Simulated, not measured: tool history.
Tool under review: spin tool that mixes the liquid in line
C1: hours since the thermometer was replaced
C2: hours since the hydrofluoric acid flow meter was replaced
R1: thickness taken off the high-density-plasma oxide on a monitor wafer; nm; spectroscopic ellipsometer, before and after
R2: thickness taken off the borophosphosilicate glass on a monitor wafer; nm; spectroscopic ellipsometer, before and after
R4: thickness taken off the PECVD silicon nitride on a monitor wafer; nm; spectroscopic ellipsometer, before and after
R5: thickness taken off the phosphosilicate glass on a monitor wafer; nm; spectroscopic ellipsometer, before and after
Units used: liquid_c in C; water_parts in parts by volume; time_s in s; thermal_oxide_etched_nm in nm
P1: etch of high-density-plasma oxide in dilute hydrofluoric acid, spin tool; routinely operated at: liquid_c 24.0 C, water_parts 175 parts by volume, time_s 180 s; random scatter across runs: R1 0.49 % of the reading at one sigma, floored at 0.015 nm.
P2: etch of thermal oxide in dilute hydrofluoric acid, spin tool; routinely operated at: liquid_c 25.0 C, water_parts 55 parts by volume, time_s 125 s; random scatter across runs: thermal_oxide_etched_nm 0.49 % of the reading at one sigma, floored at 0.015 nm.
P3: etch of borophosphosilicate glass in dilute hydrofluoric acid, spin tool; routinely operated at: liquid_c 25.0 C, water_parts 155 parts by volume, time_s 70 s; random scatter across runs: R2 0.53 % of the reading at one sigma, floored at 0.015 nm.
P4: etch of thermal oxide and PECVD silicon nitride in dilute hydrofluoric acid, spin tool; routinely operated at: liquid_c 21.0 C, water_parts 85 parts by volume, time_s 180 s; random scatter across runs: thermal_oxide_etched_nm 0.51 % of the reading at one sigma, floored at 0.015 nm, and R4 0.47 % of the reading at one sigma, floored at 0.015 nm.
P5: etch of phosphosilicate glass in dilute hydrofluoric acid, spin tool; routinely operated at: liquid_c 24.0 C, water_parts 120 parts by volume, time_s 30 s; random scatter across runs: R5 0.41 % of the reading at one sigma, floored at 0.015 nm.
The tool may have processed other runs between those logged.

run 1 hour=2.8 | process=P1 liquid_c=24.0 water_parts=175 time_s=180 | C1=907.3 C2=676.0 | R1=5.2418
run 2 hour=7.7 | process=P3 liquid_c=25.0 water_parts=155 time_s=70 | C1=912.2 C2=680.9 | R2=23.538
run 3 hour=10.4 | process=P4 liquid_c=21.0 water_parts=85 time_s=15 | C1=914.9 C2=683.6 | thermal_oxide_etched_nm=0.75999 R4=0.56461
run 4 hour=14.6 | process=P1 liquid_c=24.0 water_parts=175 time_s=180 | C1=919.1 C2=687.8 | R1=5.2950
run 5 hour=18.2 | process=P2 liquid_c=25.0 water_parts=55 time_s=125 | C1=922.7 C2=691.4 | thermal_oxide_etched_nm=12.21200
run 6 hour=22.8 | process=P3 liquid_c=25.0 water_parts=155 time_s=70 | C1=927.3 C2=696.0 | R2=23.920
run 7 hour=27.4 | process=P1 liquid_c=24.0 water_parts=240 time_s=180 | C1=931.9 C2=700.6 | R1=3.5877
run 8 hour=32.3 | process=P4 liquid_c=21.0 water_parts=85 time_s=180 | C1=936.8 C2=705.5 | thermal_oxide_etched_nm=9.26190 R4=6.61110
run 9 hour=35.2 | process=P2 liquid_c=18.0 water_parts=55 time_s=125 | C1=939.7 C2=708.4 | thermal_oxide_etched_nm=9.08280
run 10 hour=40.6 | process=P2 liquid_c=25.0 water_parts=20 time_s=125 | C1=945.1 C2=713.8 | thermal_oxide_etched_nm=35.04300
run 11 hour=44.4 | process=P2 liquid_c=25.0 water_parts=55 time_s=190 | C1=948.9 C2=717.6 | thermal_oxide_etched_nm=18.63700
run 12 hour=47.5 | process=P4 liquid_c=17.0 water_parts=85 time_s=180 | C1=952.0 C2=720.7 | thermal_oxide_etched_nm=7.89920 R4=5.00610
run 13 hour=50.6 | process=P1 liquid_c=19.0 water_parts=175 time_s=180 | C1=955.1 C2=723.8 | R1=4.3249
run 14 hour=55.3 | process=P1 liquid_c=24.0 water_parts=175 time_s=180 | C1=959.8 C2=728.5 | R1=5.3231
run 15 hour=60.9 | process=P5 liquid_c=24.0 water_parts=120 time_s=30 | C1=965.4 C2=734.1 | R5=45.229
run 16 hour=64.3 | process=P1 liquid_c=24.0 water_parts=90 time_s=280 | C1=968.8 C2=737.5 | R1=17.4480
run 17 hour=69.7 | process=P1 liquid_c=24.0 water_parts=175 time_s=180 | C1=974.2 C2=742.9 | R1=5.2880
run 18 hour=74.6 | process=P5 liquid_c=24.0 water_parts=120 time_s=15 | C1=979.1 C2=747.8 | R5=22.488
run 19 hour=79.2 | process=P5 liquid_c=24.0 water_parts=120 time_s=30 | C1=983.7 C2=752.4 | R5=45.265
run 20 hour=84.2 | process=P1 liquid_c=24.0 water_parts=175 time_s=285 | C1=988.7 C2=757.4 | R1=8.3290
run 21 hour=87.6 | process=P3 liquid_c=17.5 water_parts=155 time_s=70 | C1=992.1 C2=760.8 | R2=17.766
run 22 hour=91.9 | process=P5 liquid_c=24.0 water_parts=185 time_s=30 | C1=996.4 C2=765.1 | R5=27.036
run 23 hour=95.5 | process=P1 liquid_c=24.0 water_parts=175 time_s=180 | C1=1000.0 C2=768.7 | R1=5.2585

The next listed run, before its measurement:
run 24 hour=98.4 | process=P1 liquid_c=24.0 water_parts=175 time_s=180 | C1=1002.9 C2=771.6 | R1=?

R1: 5.2886 nm
